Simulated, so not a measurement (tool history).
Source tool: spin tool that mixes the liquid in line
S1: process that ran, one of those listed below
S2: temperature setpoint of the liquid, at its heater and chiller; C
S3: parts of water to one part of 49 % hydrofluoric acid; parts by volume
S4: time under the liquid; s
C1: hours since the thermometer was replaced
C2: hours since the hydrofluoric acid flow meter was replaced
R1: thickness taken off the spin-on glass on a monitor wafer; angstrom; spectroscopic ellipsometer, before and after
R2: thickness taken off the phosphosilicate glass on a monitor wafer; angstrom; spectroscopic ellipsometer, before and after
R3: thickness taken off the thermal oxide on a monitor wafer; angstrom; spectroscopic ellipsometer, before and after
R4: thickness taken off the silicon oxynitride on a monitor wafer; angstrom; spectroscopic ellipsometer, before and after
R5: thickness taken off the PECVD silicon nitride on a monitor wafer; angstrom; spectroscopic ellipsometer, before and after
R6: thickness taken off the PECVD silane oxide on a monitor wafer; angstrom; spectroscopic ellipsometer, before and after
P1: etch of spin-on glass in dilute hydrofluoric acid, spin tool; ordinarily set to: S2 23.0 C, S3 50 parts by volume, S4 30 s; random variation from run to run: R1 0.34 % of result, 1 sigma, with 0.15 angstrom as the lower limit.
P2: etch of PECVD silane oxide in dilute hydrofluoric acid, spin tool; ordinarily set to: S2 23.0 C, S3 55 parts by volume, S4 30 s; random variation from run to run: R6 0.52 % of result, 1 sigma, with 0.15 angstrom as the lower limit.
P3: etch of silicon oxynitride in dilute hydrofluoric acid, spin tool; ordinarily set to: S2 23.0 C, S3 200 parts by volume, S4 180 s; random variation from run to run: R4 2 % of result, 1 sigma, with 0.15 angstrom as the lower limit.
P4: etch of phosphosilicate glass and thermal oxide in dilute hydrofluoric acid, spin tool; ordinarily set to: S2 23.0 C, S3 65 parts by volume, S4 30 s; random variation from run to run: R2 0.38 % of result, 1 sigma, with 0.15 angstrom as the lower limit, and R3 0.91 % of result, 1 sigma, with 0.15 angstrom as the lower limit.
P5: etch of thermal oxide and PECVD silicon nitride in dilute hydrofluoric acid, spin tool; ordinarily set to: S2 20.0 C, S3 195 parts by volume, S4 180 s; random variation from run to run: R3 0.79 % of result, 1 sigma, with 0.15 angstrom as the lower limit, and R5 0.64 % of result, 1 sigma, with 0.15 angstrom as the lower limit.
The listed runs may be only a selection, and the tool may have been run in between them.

| run | hour | S1 | S2 | S3 | S4 | C1 | C2 | R1 | R2 | R3 | R4 | R5 | R6 |
|---|---|---|---|---|---|---|---|---|---|---|---|---|---|
| 1 | 6.4 | P1 | 23.0 | 50 | 30 | 1544.2 | 1303.4 | 205.060 |  |  |  |  |  |
| 2 | 14.1 | P4 | 23.0 | 65 | 65 | 1551.9 | 1311.1 |  | 955.63 | 46.5870 |  |  |  |
| 3 | 22.2 | P3 | 23.0 | 105 | 180 | 1560.0 | 1319.2 |  |  |  | 29.632 |  |  |
| 4 | 31.0 | P1 | 23.0 | 50 | 30 | 1568.8 | 1328.0 | 204.810 |  |  |  |  |  |
| 5 | 37.0 | P1 | 23.0 | 75 | 30 | 1574.8 | 1334.0 | 132.060 |  |  |  |  |  |
| 6 | 47.3 | P5 | 20.0 | 195 | 180 | 1585.1 | 1344.3 |  |  | 33.7020 |  | 33.3660 |  |
| 7 | 54.1 | P1 | 23.0 | 50 | 30 | 1591.9 | 1351.1 | 205.110 |  |  |  |  |  |
| 8 | 63.7 | P1 | 23.0 | 50 | 50 | 1601.5 | 1360.7 | 340.000 |  |  |  |  |  |
| 9 | 73.9 | P5 | 20.0 | 195 | 25 | 1611.7 | 1370.9 |  |  | 4.7288 |  | 4.5823 |  |
| 10 | 79.3 | P5 | 17.0 | 195 | 180 | 1617.1 | 1376.3 |  |  | 30.5040 |  | 27.5890 |  |
| 11 | 88.3 | P1 | 18.0 | 50 | 30 | 1626.1 | 1385.3 | 166.020 |  |  |  |  |  |
| 12 | 94.4 | P1 | 23.0 | 50 | 15 | 1632.2 | 1391.4 | 102.320 |  |  |  |  |  |
| 13 | 101.8 | P1 | 23.0 | 50 | 30 | 1639.6 | 1398.8 | 203.120 |  |  |  |  |  |
| 14 | 107.1 | P4 | 23.0 | 65 | 30 | 1644.9 | 1404.1 |  | 442.92 | 21.5780 |  |  |  |
| 15 | 118.0 | P3 | 29.0 | 200 | 180 | 1655.8 | 1415.0 |  |  |  | 18.818 |  |  |
| 16 | 128.9 | P2 | 23.0 | 55 | 30 | 1666.7 | 1425.9 |  |  |  |  |  | 148.320 |
| 17 | 139.8 | P4 | 17.0 | 65 | 30 | 1677.6 | 1436.8 |  | 343.66 | 16.7410 |  |  |  |
| 18 | 150.8 | P1 | 28.0 | 50 | 30 | 1688.6 | 1447.8 | 251.040 |  |  |  |  |  |
| 19 | 157.7 | P2 | 23.0 | 55 | 15 | 1695.5 | 1454.7 |  |  |  |  |  | 74.716 |
| 20 | 165.9 | P1 | 23.0 | 50 | 30 | 1703.7 | 1462.9 | 204.610 |  |  |  |  |  |
| 21 | 177.6 | P1 | 23.0 | 30 | 30 | 1715.4 | 1474.6 | 349.590 |  |  |  |  |  |
| 22 | 185.5 | P2 | 30.0 | 55 | 30 | 1723.3 | 1482.5 |  |  |  |  |  | 195.960 |
| 23 | 192.4 | P5 | 20.0 | 120 | 180 | 1730.2 | 1489.4 |  |  | 59.7260 |  | 53.9020 |  |
| 24 | 201.7 | P3 | 23.0 | 200 | 180 | 1739.5 | 1498.7 |  |  |  | 14.233 |  |  |
| 25 | 211.0 | P1 | 23.0 | 50 | 30 | 1748.8 | 1508.0 | 204.190 |  |  |  |  |  |
| 26 | 217.3 | P3 | 23.0 | 200 | 350 | 1755.1 | 1514.3 |  |  |  | 28.583 |  |  |
| 27 | 223.1 | P2 | 23.0 | 20 | 30 | 1760.9 | 1520.1 |  |  |  |  |  | 427.090 |
| 28 | 231.7 | P1 | 17.5 | 50 | 15 | 1769.5 | 1528.7 | 80.619 |  |  |  |  |  |
| 29 | 237.6 | P4 | 23.0 | 30 | 30 | 1775.4 | 1534.6 |  | 1001.40 | 50.1620 |  |  |  |
| 30 | 245.0 | P1 | 23.0 | 50 | 30 | 1782.8 | 1542.0 | 205.460 |  |  |  |  |  |
| 31 | 254.4 | P1 | 23.0 | 50 | 30 | 1792.2 | 1551.4 | 194.210 |  |  |  |  |  |
| 32 | 262.6 | P1 | 23.0 | 50 | 30 | 1800.4 | 1559.6 | 190.670 |  |  |  |  |  |
| 33 | 272.5 | P1 | 23.0 | 50 | 30 | 1810.3 | 1569.5 | 188.370 |  |  |  |  |  |
| 34 | 280.1 | P1 | 23.0 | 50 | 30 | 1817.9 | 1577.1 | 188.250 |  |  |  |  |  |
| 35 | 288.5 | P1 | 23.0 | 50 | 30 | 1826.3 | 1585.5 | 188.200 |  |  |  |  |  |
| 36 | 293.6 | P1 | 23.0 | 50 | 30 | 1831.4 | 1590.6 | 186.550 |  |  |  |  |  |

The output of P1 has drifted from where it used to be. Each of the 2 causes below, taken at the size shown beside it, accounts for the log equally well:
A: hydrofluoric acid flow below the setpoint (%) = 7.89
B: liquid colder than its thermometer reads (K) = 2.1
The drift started at roughly hour 245.0.

Each of the 4 check runs below uses one wafer; its results are left as question marks. Which run tells the causes apart?
| check 1 | 298.7 | P5 | 20.0 | 195 | 180 |  |  |  |  | ? |  | ? |  |
| check 2 | 298.7 | P2 | 23.0 | 55 | 30 |  |  |  |  |  |  |  | ? |
| check 3 | 298.7 | P3 | 23.0 | 200 | 180 |  |  |  |  |  | ? |  |  |
| check 4 | 298.7 | P4 | 23.0 | 65 | 30 |  |  |  | ? | ? |  |  |  |

How each check would come out, cause by cause:
| check | result | if A | if B |
|---|---|---|---|
| check 1 | R3 | 30.9040 | 31.4100 |
| check 1 | R5 | 31.0880 | 29.2900 |
| check 2 | R6 | 136.490 | 136.580 |
| check 3 | R4 | 13.148 | 13.133 |
| check 4 | R2 | 403.14 | 404.10 |
| check 4 | R3 | 19.9540 | 20.0010 |
Per-check spread between the two closest causes, in the result where they differ most: check 1 5.96 %; check 2 0.07 %; check 3 0.12 %; check 4 0.24 %
Only check 1 tells the causes apart: in the others they would give nearly the same result.

The results of check 1 are: R3 31.4610 angstrom; R5 29.5290 angstrom. Based on these, which of the listed causes is it?

B is the cause: liquid colder than its thermometer reads (K).

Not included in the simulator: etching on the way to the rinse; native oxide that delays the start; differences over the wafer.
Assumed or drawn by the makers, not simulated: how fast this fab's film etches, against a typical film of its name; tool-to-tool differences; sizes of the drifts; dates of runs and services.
